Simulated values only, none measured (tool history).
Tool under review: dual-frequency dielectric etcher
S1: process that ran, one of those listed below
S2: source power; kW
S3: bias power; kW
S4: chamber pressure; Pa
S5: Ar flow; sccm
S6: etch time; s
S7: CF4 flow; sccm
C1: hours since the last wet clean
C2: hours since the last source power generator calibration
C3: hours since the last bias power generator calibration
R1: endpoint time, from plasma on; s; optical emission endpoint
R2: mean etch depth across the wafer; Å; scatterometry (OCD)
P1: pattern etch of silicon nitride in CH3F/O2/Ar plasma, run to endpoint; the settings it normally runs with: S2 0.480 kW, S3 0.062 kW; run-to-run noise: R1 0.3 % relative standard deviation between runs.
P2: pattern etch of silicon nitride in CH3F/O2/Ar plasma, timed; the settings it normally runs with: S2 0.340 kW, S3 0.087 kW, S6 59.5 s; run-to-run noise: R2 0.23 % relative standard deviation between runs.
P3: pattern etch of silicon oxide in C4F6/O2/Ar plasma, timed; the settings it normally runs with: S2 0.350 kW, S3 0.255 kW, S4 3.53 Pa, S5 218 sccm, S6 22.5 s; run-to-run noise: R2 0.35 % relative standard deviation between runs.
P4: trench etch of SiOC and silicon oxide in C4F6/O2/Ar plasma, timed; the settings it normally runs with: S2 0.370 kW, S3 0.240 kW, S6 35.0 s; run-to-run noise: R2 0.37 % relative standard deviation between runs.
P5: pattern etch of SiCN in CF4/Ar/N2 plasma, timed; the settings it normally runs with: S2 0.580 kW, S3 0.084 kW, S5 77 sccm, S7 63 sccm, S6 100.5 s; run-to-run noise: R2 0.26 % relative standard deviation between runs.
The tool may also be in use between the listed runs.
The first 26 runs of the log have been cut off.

run	hour	S1	S2	S3	S4	S5	S6	S7	C1	C2	C3	R1	R2
27	135.4	P3	0.350	0.255	4.60	218	22.5		249.2	954.5	423.8		768.00
28	138.6	P1	0.590	0.062					252.4	957.7	427.0	43.478	
29	145.6	P2	0.470	0.087			59.5		259.4	964.7	434.0		461.89
30	149.6	P1	0.330	0.078					263.4	968.7	438.0	50.442	
31	155.0	P4	0.370	0.240			35.0		268.8	974.1	443.4		737.51
32	160.3	P2	0.340	0.118			59.5		274.1	979.4	448.7		458.93
33	167.5	P3	0.350	0.181	3.53	218	22.5		281.3	986.6	455.9		703.75
34	172.7	P1	0.480	0.062					286.5	991.8	461.1	47.361	
35	176.3	P1	0.480	0.062					290.1	995.4	464.7	47.104	
36	182.4	P1	0.480	0.062					296.2	1001.5	470.8	46.896	
37	188.2	P1	0.480	0.062					302.0	1007.3	476.6	46.508	
38	194.2	P1	0.480	0.062					308.0	1013.3	482.6	46.560	
39	201.2	P1	0.480	0.062					315.0	1020.3	489.6	46.504	
# hour 206.6: wet clean of the chamber
40	207.1	P1	0.480	0.062					0.6	1026.2	495.5	46.430	
41	213.7	P1	0.480	0.062					7.2	1032.8	502.1	46.678	
42	217.2	P1	0.480	0.062					10.7	1036.3	505.6	46.427	

Forecast run 43:
43	223.5	P1	0.480	0.062					17.0	1042.6	511.9	?	

Run 43 measured R1 46.587 s.
